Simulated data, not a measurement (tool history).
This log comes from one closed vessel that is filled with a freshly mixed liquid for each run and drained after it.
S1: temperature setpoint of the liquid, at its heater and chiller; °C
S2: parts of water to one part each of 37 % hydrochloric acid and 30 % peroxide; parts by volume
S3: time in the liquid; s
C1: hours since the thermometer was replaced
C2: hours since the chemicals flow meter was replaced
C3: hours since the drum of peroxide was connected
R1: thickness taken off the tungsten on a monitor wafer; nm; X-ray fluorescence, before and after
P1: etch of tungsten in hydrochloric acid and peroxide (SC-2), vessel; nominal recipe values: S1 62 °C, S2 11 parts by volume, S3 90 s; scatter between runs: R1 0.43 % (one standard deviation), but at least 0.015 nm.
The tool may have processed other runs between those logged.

run	hour	S1	S2	S3	C1	C2	C3	R1
1	3.1	62	11	90	277.8	475	527.9	38.027
2	5.9	62	11	90	280.6	477.8	530.7	37.759
3	10.5	72	11	90	285.2	482.4	535.3	69.284
4	14.3	49.5	11	90	289	486.2	539.1	16.916
5	17	62	4	90	291.7	488.9	541.8	82.509
6	19.6	62	11	90	294.3	491.5	544.4	37.91
7	22	62	11	90	296.7	493.9	546.8	38.031
8	25.1	62	11	90	299.8	497	549.9	37.853
# hour 28.4: chemicals flow meter replaced
9	29.4	62	19	50	304.1	1	554.2	13.034
10	32.1	62	11	30	306.8	3.7	556.9	12.662
11	37.1	62	18	90	311.8	8.7	561.9	24.953
12	42.3	62	11	90	317	13.9	567.1	37.721
13	44.9	72	11	30	319.6	16.5	569.7	23.041
14	48.9	62	11	165	323.6	20.5	573.7	69.481
15	54	62	11	90	328.7	25.6	578.8	38.201
16	56.8	62	11	90	331.5	28.4	581.6	39.059

For run 17, what comes out?
17	61.5	62	11	90	336.2	33.1	586.3	?

{"run 17": {"R1": 39.941}}

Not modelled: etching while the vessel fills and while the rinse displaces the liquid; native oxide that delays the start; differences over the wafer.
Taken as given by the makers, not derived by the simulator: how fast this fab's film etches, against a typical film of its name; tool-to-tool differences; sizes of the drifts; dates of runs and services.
